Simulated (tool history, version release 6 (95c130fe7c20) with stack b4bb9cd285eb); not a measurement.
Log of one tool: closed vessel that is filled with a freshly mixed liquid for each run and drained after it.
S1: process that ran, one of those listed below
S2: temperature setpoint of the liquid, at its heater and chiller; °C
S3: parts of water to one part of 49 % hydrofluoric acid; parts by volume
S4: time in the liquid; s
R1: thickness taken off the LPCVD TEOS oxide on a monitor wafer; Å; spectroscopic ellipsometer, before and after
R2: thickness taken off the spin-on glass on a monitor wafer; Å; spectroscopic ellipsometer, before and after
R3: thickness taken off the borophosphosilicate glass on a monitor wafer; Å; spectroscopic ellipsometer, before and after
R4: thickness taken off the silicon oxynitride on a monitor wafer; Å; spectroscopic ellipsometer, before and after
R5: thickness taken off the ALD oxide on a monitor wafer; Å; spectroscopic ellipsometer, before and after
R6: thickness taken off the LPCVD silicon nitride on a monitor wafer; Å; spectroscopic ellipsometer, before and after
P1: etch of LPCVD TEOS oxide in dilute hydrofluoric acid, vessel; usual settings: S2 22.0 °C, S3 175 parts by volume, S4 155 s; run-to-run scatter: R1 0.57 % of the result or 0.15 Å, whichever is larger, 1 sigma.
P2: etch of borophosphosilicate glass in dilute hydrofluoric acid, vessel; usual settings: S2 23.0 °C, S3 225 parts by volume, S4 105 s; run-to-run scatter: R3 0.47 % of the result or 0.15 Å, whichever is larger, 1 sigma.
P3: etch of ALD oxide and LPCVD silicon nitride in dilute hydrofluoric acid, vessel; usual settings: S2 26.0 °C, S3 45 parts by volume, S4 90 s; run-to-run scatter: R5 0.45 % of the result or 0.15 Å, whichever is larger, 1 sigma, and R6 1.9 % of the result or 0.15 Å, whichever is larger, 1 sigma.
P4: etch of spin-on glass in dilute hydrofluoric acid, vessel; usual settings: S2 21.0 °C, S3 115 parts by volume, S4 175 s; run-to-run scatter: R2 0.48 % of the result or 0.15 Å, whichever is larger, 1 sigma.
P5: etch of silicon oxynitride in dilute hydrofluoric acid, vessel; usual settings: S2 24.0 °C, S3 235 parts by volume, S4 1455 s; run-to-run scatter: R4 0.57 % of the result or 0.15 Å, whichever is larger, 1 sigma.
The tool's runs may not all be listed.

run	hour	S1	S2	S3	S4	R1	R2	R3	R4	R5	R6
1	4.3	P1	22.0	175	155	232.020					
2	8.0	P1	22.0	175	155	232.560					
3	10.2	P1	29.5	175	90	179.010					
4	14.3	P4	21.0	115	175		467.39				
5	17.9	P4	21.0	210	175		232.69				
6	19.9	P4	21.0	115	310		827.37				
7	23.1	P2	23.0	225	105			190.56			
8	27.3	P1	22.0	60	155	771.750					
9	31.6	P1	22.0	175	155	235.310					
10	33.5	P2	23.0	225	160			291.30			
# hour 34.3: hydrofluoric acid flow meter replaced
11	37.7	P4	17.0	115	175		397.14				
12	41.9	P1	22.0	175	305	463.030					
13	44.7	P5	31.5	235	1455				236.380		
14	47.1	P1	22.0	175	155	232.200					
15	49.9	P5	24.0	125	1455				354.220		
16	52.6	P2	23.0	80	105			634.03			
17	55.3	P1	22.0	175	155	234.790					
18	59.7	P1	22.0	280	155	131.020					
19	62.7	P1	17.0	175	80	98.386					
20	66.1	P3	26.0	20	90					864.94	26.4210
21	68.1	P3	26.0	45	90					367.04	13.0000
22	70.3	P1	22.0	175	155	231.460					
23	73.5	P3	21.5	45	90					303.84	9.4075
24	77.5	P5	24.0	235	1455				173.540		
25	80.3	P5	24.0	235	525				62.449		
26	84.1	P2	27.5	225	105			226.97			
27	86.5	P1	22.0	175	65	98.936					
28	89.1	P1	17.0	175	155	192.370					
29	92.4	P1	27.5	175	155	285.450					
30	96.6	P3	26.0	45	30					123.24	4.1078
31	100.7	P5	24.0	235	1455				171.450		
32	105.0	P1	22.0	175	155	232.290					
33	108.7	P1	22.0	175	155	239.310					
34	112.0	P1	22.0	175	155	244.610					
35	115.9	P1	22.0	175	155	246.500					
36	117.9	P1	22.0	175	155	248.510					
37	121.0	P1	22.0	175	155	247.920					
38	125.2	P1	22.0	175	155	248.810					
39	128.5	P1	22.0	175	155	251.580					
40	132.7	P1	22.0	175	155	252.010					
41	136.6	P1	22.0	175	155	249.770					

Forecast run 42:
42	140.4	P1	22.0	175	155	?					

R1: 253.560 Å
